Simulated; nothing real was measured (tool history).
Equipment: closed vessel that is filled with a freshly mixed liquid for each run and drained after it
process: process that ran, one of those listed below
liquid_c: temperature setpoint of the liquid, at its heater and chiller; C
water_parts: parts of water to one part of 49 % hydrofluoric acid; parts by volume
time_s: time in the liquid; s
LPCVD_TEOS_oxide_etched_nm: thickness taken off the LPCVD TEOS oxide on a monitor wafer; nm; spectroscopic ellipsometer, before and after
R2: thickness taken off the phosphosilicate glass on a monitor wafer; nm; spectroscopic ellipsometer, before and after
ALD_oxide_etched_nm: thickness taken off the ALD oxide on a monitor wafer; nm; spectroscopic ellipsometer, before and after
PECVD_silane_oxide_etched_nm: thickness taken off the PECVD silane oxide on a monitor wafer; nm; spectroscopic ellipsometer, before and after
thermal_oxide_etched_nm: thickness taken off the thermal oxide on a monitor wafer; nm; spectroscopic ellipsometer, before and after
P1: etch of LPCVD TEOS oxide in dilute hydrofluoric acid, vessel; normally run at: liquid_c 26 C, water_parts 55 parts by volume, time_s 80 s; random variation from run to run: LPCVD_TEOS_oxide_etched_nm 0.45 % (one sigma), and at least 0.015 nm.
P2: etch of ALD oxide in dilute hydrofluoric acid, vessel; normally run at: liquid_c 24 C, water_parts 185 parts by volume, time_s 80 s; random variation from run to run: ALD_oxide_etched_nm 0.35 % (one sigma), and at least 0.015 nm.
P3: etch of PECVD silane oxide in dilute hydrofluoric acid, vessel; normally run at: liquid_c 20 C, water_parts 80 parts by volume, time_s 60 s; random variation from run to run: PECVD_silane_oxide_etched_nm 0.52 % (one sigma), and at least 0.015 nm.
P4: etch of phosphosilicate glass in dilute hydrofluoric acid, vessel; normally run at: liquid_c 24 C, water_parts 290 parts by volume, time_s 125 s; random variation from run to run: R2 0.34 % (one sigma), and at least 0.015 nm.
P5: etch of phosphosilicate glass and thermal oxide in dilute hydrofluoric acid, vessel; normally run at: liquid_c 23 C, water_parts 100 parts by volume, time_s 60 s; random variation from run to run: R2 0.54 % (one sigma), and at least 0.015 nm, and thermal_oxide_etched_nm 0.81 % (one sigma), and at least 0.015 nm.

{"run": 1, "day": 0.271, "process": "P1", "liquid_c": 26, "water_parts": 55, "time_s": 80, "LPCVD_TEOS_oxide_etched_nm": 43.64}
{"run": 2, "day": 0.546, "process": "P4", "liquid_c": 24, "water_parts": 490, "time_s": 125, "R2": 26.138}
{"run": 3, "day": 0.788, "process": "P1", "liquid_c": 26, "water_parts": 55, "time_s": 80, "LPCVD_TEOS_oxide_etched_nm": 43.683}
{"run": 4, "day": 1.088, "process": "P2", "liquid_c": 24, "water_parts": 185, "time_s": 30, "ALD_oxide_etched_nm": 2.214}
{"run": 5, "day": 1.433, "process": "P1", "liquid_c": 26, "water_parts": 55, "time_s": 40, "LPCVD_TEOS_oxide_etched_nm": 21.955}
{"run": 6, "day": 1.654, "process": "P3", "liquid_c": 20, "water_parts": 135, "time_s": 60, "PECVD_silane_oxide_etched_nm": 14.126}
{"run": 7, "day": 1.867, "process": "P3", "liquid_c": 20, "water_parts": 80, "time_s": 30, "PECVD_silane_oxide_etched_nm": 12.838}
{"run": 8, "day": 2.054, "process": "P1", "liquid_c": 26, "water_parts": 75, "time_s": 30, "LPCVD_TEOS_oxide_etched_nm": 11.82}
{"run": 9, "day": 2.292, "process": "P4", "liquid_c": 24, "water_parts": 290, "time_s": 230, "R2": 96.934}
{"run": 10, "day": 2.646, "process": "P1", "liquid_c": 26, "water_parts": 55, "time_s": 80, "LPCVD_TEOS_oxide_etched_nm": 43.738}
{"run": 11, "day": 3.004, "process": "P2", "liquid_c": 24, "water_parts": 185, "time_s": 80, "ALD_oxide_etched_nm": 5.8885}
{"run": 12, "day": 3.321, "process": "P3", "liquid_c": 20, "water_parts": 80, "time_s": 60, "PECVD_silane_oxide_etched_nm": 25.485}
{"run": 13, "day": 3.538, "process": "P1", "liquid_c": 26, "water_parts": 55, "time_s": 80, "LPCVD_TEOS_oxide_etched_nm": 43.525}
{"run": 14, "day": 3.883, "process": "P5", "liquid_c": 23, "water_parts": 100, "time_s": 115, "R2": 95.646, "thermal_oxide_etched_nm": 4.9578}
{"run": 15, "day": 4.042, "process": "P2", "liquid_c": 24, "water_parts": 185, "time_s": 80, "ALD_oxide_etched_nm": 5.8464}
{"run": 16, "day": 4.338, "process": "P3", "liquid_c": 20, "water_parts": 80, "time_s": 60, "PECVD_silane_oxide_etched_nm": 25.556}
{"run": 17, "day": 4.604, "process": "P4", "liquid_c": 24, "water_parts": 290, "time_s": 125, "R2": 52.632}
{"run": 18, "day": 4.892, "process": "P1", "liquid_c": 26, "water_parts": 55, "time_s": 150, "LPCVD_TEOS_oxide_etched_nm": 82.288}
{"run": 19, "day": 5.046, "process": "P1", "liquid_c": 26, "water_parts": 20, "time_s": 80, "LPCVD_TEOS_oxide_etched_nm": 126.85}
{"run": 20, "day": 5.3, "process": "P1", "liquid_c": 20.5, "water_parts": 55, "time_s": 80, "LPCVD_TEOS_oxide_etched_nm": 34.962}
{"run": 21, "day": 5.567, "process": "P4", "liquid_c": 18, "water_parts": 290, "time_s": 125, "R2": 42.262}
{"run": 22, "day": 5.762, "process": "P1", "liquid_c": 26, "water_parts": 85, "time_s": 80, "LPCVD_TEOS_oxide_etched_nm": 27.082}
{"run": 23, "day": 6.0, "process": "P2", "liquid_c": 24, "water_parts": 55, "time_s": 80, "ALD_oxide_etched_nm": 23.165}
{"run": 24, "day": 6.358, "process": "P1", "liquid_c": 26, "water_parts": 20, "time_s": 40, "LPCVD_TEOS_oxide_etched_nm": 63.17}
{"run": 25, "day": 6.517, "process": "P1", "liquid_c": 26, "water_parts": 55, "time_s": 80, "LPCVD_TEOS_oxide_etched_nm": 43.468}
{"run": 26, "day": 6.696, "process": "P5", "liquid_c": 23, "water_parts": 100, "time_s": 60, "R2": 50.168, "thermal_oxide_etched_nm": 2.5704}
{"run": 27, "day": 6.912, "process": "P5", "liquid_c": 23, "water_parts": 25, "time_s": 60, "R2": 219.26, "thermal_oxide_etched_nm": 11.112}
{"run": 28, "day": 7.188, "process": "P5", "liquid_c": 31.5, "water_parts": 100, "time_s": 60, "R2": 69.202, "thermal_oxide_etched_nm": 3.5021}
{"run": 29, "day": 7.508, "process": "P2", "liquid_c": 17, "water_parts": 185, "time_s": 80, "ALD_oxide_etched_nm": 4.4893}

Run 30 is up next; what results do you expect?
{"run": 30, "day": 7.75, "process": "P1", "liquid_c": 26, "water_parts": 55, "time_s": 80, "LPCVD_TEOS_oxide_etched_nm": "?"}

LPCVD_TEOS_oxide_etched_nm: 43.998 nm
